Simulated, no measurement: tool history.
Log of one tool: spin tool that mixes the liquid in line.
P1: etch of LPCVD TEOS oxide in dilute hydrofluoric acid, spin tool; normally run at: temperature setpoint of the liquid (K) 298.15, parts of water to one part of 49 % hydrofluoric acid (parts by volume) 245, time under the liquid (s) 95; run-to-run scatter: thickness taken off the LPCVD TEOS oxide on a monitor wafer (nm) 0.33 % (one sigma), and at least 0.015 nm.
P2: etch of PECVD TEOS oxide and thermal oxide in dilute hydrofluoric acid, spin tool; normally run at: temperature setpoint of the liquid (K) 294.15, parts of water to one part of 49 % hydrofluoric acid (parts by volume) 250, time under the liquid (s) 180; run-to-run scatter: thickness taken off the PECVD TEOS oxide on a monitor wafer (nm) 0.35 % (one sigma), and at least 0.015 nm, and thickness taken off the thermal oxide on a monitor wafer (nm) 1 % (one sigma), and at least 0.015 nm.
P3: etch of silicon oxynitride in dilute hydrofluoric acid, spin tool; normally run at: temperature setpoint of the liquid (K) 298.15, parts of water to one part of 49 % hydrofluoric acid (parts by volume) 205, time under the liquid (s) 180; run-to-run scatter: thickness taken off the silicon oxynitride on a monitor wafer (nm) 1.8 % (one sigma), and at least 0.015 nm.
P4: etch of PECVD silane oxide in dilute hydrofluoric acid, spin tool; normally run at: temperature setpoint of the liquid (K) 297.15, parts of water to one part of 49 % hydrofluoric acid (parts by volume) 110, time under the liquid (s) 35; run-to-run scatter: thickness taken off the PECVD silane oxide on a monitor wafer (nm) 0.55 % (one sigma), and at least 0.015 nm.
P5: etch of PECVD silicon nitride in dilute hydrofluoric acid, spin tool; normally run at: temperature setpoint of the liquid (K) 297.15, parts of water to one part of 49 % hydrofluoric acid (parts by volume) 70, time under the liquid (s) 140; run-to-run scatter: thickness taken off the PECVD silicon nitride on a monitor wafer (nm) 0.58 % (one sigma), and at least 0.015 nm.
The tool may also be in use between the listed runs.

run   hour  process that ran  temperature setpoint of the liquid (K)  parts of water to one part of 49 % hydrofluoric acid (parts by volume)  time under the liquid (s)  thickness taken off the LPCVD TEOS oxide on a monitor wafer (nm)  thickness taken off the PECVD silane oxide on a monitor wafer (nm)  thickness taken off the PECVD TEOS oxide on a monitor wafer (nm)  thickness taken off the thermal oxide on a monitor wafer (nm)  thickness taken off the PECVD silicon nitride on a monitor wafer (nm)  thickness taken off the silicon oxynitride on a monitor wafer (nm)
  1   10.9                P1                                  298.15                                                                     245                         95                                                           13.1230
  2   23.3                P4                                  297.15                                                                     110                         35                                                                                                                               15.6260
  3   31.7                P1                                  298.15                                                                     380                         95                                                            7.4130
  4   44.1                P2                                  290.15                                                                     250                        180                                                                                                                                                                                                 13.6490                                                         2.1595
      54.4  -- hydrofluoric acid flow meter replaced
  5   58.8                P5                                  297.15                                                                     120                        140                                                                                                                                                                                                                                                                                                                                       3.54690
  6   68.4                P4                                  297.15                                                                     110                         35                                                                                                                               15.5650
  7   82.0                P1                                  298.15                                                                     245                         15                                                            2.0739
  8   94.4                P5                                  297.15                                                                      70                         20                                                                                                                                                                                                                                                                                                                                       0.87465
  9  102.0                P1                                  290.15                                                                     245                        130                                                           13.3400
 10  116.0                P2                                  294.15                                                                     250                        325                                                                                                                                                                                                 28.5580                                                         4.6434
     116.9  -- thermometer replaced
 11  126.6                P1                                  303.65                                                                     245                         95                                                           15.7730
 12  135.9                P4                                  290.15                                                                     110                         35                                                                                                                               11.6810
 13  145.2                P4                                  297.15                                                                     170                         35                                                                                                                                9.4656
 14  154.8                P1                                  298.15                                                                     245                        185                                                           25.7310
 15  164.3                P5                                  305.15                                                                      70                        140                                                                                                                                                                                                                                                                                                                                      10.06800
 16  178.6                P4                                  297.15                                                                     110                         15                                                                                                                                6.7095
 17  190.1                P3                                  305.15                                                                     205                        180                                                                                                                                                                                                                                                                                                                                                                                                          1.721500
 18  200.7                P1                                  298.15                                                                     245                         95                                                           13.0730
 19  214.7                P3                                  298.15                                                                     205                         15                                                                                                                                                                                                                                                                                                                                                                                                          0.090587
 20  224.8                P1                                  298.15                                                                     245                         95                                                           13.1750
 21  234.1                P2                                  294.15                                                                     415                        180                                                                                                                                                                                                  8.2042                                                         1.3372
 22  243.5                P1                                  298.15                                                                     245                         95                                                           13.1390
 23  254.8                P3                                  298.15                                                                     370                        180                                                                                                                                                                                                                                                                                                                                                                                                          0.656650
 24  262.2                P1                                  298.15                                                                     140                         95                                                           25.9880
 25  268.9                P3                                  298.15                                                                     205                        180                                                                                                                                                                                                                                                                                                                                                                                                          1.312200
 26  279.0                P5                                  297.15                                                                      70                        140                                                                                                                                                                                                                                                                                                                                       5.99730
 27  288.2                P1                                  291.65                                                                     245                         95                                                           10.3630
 28  300.7                P2                                  294.15                                                                     250                        180                                                                                                                                                                                                 15.7120                                                         2.5872
 29  315.2                P1                                  298.15                                                                     245                         95                                                           13.1120
 30  325.1                P1                                  298.15                                                                     245                         95                                                           13.1850
 31  334.7                P1                                  298.15                                                                     245                         95                                                           12.8000
 32  345.1                P1                                  298.15                                                                     245                         95                                                           12.6290
 33  352.7                P1                                  298.15                                                                     245                         95                                                           12.4690
 34  361.4                P1                                  298.15                                                                     245                         95                                                           12.3910
 35  368.2                P1                                  298.15                                                                     245                         95                                                           12.3230
 36  375.2                P1                                  298.15                                                                     245                         95                                                           12.3070
 37  382.0                P1                                  298.15                                                                     245                         95                                                           12.2780
 38  392.4                P1                                  298.15                                                                     245                         95                                                           12.2080
 39  399.0                P1                                  298.15                                                                     245                         95                                                           12.3160
 40  406.3                P1                                  298.15                                                                     245                         95                                                           12.2570
 41  416.5                P1                                  298.15                                                                     245                         95                                                           12.1900

What P1 gives has crept away from where it was. These 2 causes fit the log equally well, each at the size given:
A: liquid colder than its thermometer reads (K) = 2.05
B: hydrofluoric acid flow below the setpoint (%) = 5.64
The creep began at about hour 325.1.

4 check runs are offered, one wafer each, their results left as question marks. Which one tells the causes apart?
check 1  426.7                P2                                  294.15                                                                     355                        265                                                                                                                                                                                                       ?                                                              ?
check 2  426.7                P5                                  305.15                                                                      70                        140                                                                                                                                                                                                                                                                                                                                             ?
check 3  426.7                P4                                  297.15                                                                     160                         15                                                                                                                                     ?
check 4  426.7                P3                                  304.15                                                                     315                        180                                                                                                                                                                                                                                                                                                                                                                                                                 ?

What each check would give under each cause:
  check                                                                 result      if A      if B
check 1       thickness taken off the PECVD TEOS oxide on a monitor wafer (nm)   13.8280   13.7770
check 1          thickness taken off the thermal oxide on a monitor wafer (nm)    2.2250    2.2169
check 2  thickness taken off the PECVD silicon nitride on a monitor wafer (nm)   8.92880   9.59090
check 3     thickness taken off the PECVD silane oxide on a monitor wafer (nm)    4.0147    4.0547
check 4     thickness taken off the silicon oxynitride on a monitor wafer (nm)  0.940220  0.946960
How far apart the two closest causes lie, in the result that separates them most: check 1 0.37 %; check 2 7.15 %; check 3 0.99 %; check 4 0.71 %
Only check 2 tells the causes apart: in the others they would give nearly the same result.

Then check 2 was run and gave: thickness taken off the PECVD silicon nitride on a monitor wafer (nm) 8.91090. Which cause is it?

It is A: liquid colder than its thermometer reads (K).
